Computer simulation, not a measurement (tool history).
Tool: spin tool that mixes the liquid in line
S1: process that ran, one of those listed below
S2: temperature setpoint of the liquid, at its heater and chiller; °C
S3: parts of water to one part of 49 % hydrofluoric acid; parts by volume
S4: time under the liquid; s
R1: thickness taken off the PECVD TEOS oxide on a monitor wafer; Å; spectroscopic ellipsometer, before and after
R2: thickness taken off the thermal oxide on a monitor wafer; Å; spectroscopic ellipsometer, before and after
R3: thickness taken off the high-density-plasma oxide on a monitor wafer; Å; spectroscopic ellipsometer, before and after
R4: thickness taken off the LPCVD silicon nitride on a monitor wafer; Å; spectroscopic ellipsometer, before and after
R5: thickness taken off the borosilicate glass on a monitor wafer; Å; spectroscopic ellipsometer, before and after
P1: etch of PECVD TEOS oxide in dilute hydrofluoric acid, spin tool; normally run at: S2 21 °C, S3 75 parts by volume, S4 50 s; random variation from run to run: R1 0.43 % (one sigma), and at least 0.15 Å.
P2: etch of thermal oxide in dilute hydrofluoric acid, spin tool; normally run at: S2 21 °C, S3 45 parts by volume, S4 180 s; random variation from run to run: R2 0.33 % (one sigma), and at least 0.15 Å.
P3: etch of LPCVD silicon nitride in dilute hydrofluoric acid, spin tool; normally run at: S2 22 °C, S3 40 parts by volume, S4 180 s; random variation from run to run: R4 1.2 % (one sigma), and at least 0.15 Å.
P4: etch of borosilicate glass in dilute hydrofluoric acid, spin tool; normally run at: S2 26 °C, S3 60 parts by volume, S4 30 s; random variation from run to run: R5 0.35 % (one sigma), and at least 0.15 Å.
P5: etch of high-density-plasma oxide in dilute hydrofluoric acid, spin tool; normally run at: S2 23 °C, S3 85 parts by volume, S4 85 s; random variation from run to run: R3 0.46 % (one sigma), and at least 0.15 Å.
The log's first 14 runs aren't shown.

run   hour  S1    S2  S3   S4      R1      R2      R3      R4      R5
 15  123.7  P5    23  85   85                  49.734
 16  129.9  P2    21  45  180           167.7
 17  136.1  P4    26  90   30                                   117.2
 18  144.8  P4    26  60   60                                     370
 19  153.2  P2    21  60  180          123.48
 20  163.8  P2  24.5  45  180          194.08
 21  172.2  P4    19  60   30                                  138.21
 22  178.8  P5    23  85   85                   49.99
 23  187.4  P1    21  75   50  114.83
 24  198.2  P3  27.5  40  180                          29.506
 25  203.2  P1    21  20   50  463.46
 26  210.3  P3    22  20  180                           41.23
 27  217.1  P3    22  40  345                          39.322
 28  226.5  P5    23  85  135                  79.112
 29    235  P1    21  75   50  115.35
 30  240.6  P3    22  40  180                           20.74
 31  246.4  P1    21  75   20  45.742
 32  255.5  P1    21  75   50   115.8
 33  265.3  P1    21  75   50   117.8
 34  271.2  P1    21  75   50  120.01

Run 35 comes next. What will it give?
 35  279.3  P1  21  75  50   ?

{"run 35": {"R1": 121.46}}
